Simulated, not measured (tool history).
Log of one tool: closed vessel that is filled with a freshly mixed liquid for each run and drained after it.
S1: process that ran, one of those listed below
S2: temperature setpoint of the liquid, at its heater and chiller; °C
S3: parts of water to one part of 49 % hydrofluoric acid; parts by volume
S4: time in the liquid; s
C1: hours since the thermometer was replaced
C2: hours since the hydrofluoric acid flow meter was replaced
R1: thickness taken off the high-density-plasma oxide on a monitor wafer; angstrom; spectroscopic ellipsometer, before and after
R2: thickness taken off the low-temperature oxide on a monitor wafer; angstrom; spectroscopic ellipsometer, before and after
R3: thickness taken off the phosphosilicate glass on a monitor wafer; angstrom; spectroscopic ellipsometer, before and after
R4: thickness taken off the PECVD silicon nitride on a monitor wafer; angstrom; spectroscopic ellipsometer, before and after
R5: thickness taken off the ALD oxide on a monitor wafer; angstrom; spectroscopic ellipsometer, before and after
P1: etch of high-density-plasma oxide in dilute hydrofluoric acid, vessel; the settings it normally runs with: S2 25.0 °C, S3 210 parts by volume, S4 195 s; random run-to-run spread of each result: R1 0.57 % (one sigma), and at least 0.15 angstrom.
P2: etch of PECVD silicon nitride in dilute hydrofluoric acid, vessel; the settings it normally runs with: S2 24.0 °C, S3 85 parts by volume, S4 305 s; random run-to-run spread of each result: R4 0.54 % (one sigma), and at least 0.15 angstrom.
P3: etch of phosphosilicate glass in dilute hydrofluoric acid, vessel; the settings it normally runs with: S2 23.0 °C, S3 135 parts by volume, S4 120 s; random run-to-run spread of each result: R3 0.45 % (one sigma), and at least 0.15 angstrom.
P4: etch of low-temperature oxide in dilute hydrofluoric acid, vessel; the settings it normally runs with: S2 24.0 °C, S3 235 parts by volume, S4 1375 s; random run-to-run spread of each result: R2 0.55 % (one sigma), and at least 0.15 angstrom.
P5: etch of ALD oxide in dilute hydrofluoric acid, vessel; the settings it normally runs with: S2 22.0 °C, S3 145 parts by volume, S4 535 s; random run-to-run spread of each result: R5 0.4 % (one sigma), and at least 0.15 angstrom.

run   hour  S1    S2   S3    S4     C1     C2       R1      R2      R3      R4       R5
  1   13.6  P1  25.0  210   195  303.2  294.6   57.792
  2   31.6  P4  24.0  235  1375  321.2  312.6           598.59
  3   48.6  P1  18.5  210   195  338.2  329.6   45.046
  4   59.0  P1  25.0   90   195  348.6  340.0  155.030
  5   69.5  P3  17.0  135   120  359.1  350.5                   409.02
  6   77.8  P2  24.0   85   305  367.4  358.8                           200.25
  7   87.0  P1  21.5   45   195  376.6  368.0  287.310
  8  100.1  P1  30.0  210   350  389.7  381.1  124.510
  9  111.9  P1  25.0  210   195  401.5  392.9   57.934
 10  127.2  P1  33.0  210   195  416.8  408.2   76.811
 11  142.7  P1  25.0  210   315  432.3  423.7   93.577
 12  156.5  P1  25.0  210   195  446.1  437.5   57.542
 13  165.0  P3  23.0  135   175  454.6  446.0                   758.43
 14  181.2  P3  23.0  215   120  470.8  462.2                   299.79
 15  190.4  P4  30.5  235  1375  480.0  471.4           747.75
 16  203.6  P1  25.0  210    60  493.2  484.6   17.769
 17  218.3  P5  22.0  255   535  507.9  499.3                                   156.890
 18  232.5  P1  20.5   85   195  522.1  513.5  136.890
 19  243.3  P4  24.0  235  1375  532.9  524.3           597.55
 20  260.7  P3  23.0  135   120  550.3  541.7                   521.23
 21  269.0  P4  24.0  405  1375  558.6  550.0           295.95
 22  282.1  P5  22.0  145   115  571.7  563.1                                    66.469
     284.4  -- hydrofluoric acid flow meter replaced
 23  292.3  P2  24.0   50   305  581.9    7.9                           339.92
 24  306.0  P2  24.0   85   570  595.6   21.6                           373.24
 25  317.4  P5  22.0  145   535  607.0   33.0                                   310.860
 26  326.7  P3  23.0  135   120  616.3   42.3                   514.63
 27  335.8  P5  17.0  145   535  625.4   51.4                                   253.770
 28  349.7  P1  25.0  210   195  639.3   65.3   58.026
 29  360.6  P1  25.0  350   195  650.2   76.2   30.329
 30  375.9  P2  17.0   85   305  665.5   91.5                           125.95
 31  387.1  P4  24.0  235   715  676.7  102.7           312.09
 32  402.1  P1  25.0  210   195  691.7  117.7   57.124
 33  420.7  P1  25.0  210   195  710.3  136.3   54.832
 34  430.7  P1  25.0  210   195  720.3  146.3   54.549
 35  444.9  P1  25.0  210   195  734.5  160.5   53.821
 36  455.2  P1  25.0  210   195  744.8  170.8   52.851
 37  468.2  P1  25.0  210   195  757.8  183.8   53.823
 38  480.2  P1  25.0  210   195  769.8  195.8   53.634

What P1 gives has crept away from where it was. These 2 causes fit the log equally well, each at the size given:
A: liquid colder than its thermometer reads (K) = 2.08
B: hydrofluoric acid flow below the setpoint (%) = 6
The gradual shift began around hour 402.1.

The check runs listed below each take one wafer, and their results are still question marks. Under which run would the listed causes lead to clearly different results?
check 1  492.2  P3  23.0  205   170                   ?
check 2  492.2  P4  28.0  235  1375               ?
check 3  492.2  P2  19.0   85   305                       ?
check 4  492.2  P5  22.0  200   535                           ?

How each check would come out, cause by cause:
  check  result     if A     if B
check 1      R3   414.79   415.99
check 2      R2   641.25   637.38
check 3      R4   124.10   135.04
check 4      R5  195.610  196.500
Distance between the nearest two causes, measured in the result of the check that separates them most: check 1 0.29 %; check 2 0.61 %; check 3 8.45 %; check 4 0.46 %
Only in check 3 would the causes give clearly different results; in the remaining checks their results would be nearly the same.

Check 3 was carried out, with these results: R4 135.53 angstrom. Which of the listed causes is responsible?

It is B: hydrofluoric acid flow below the setpoint (%).
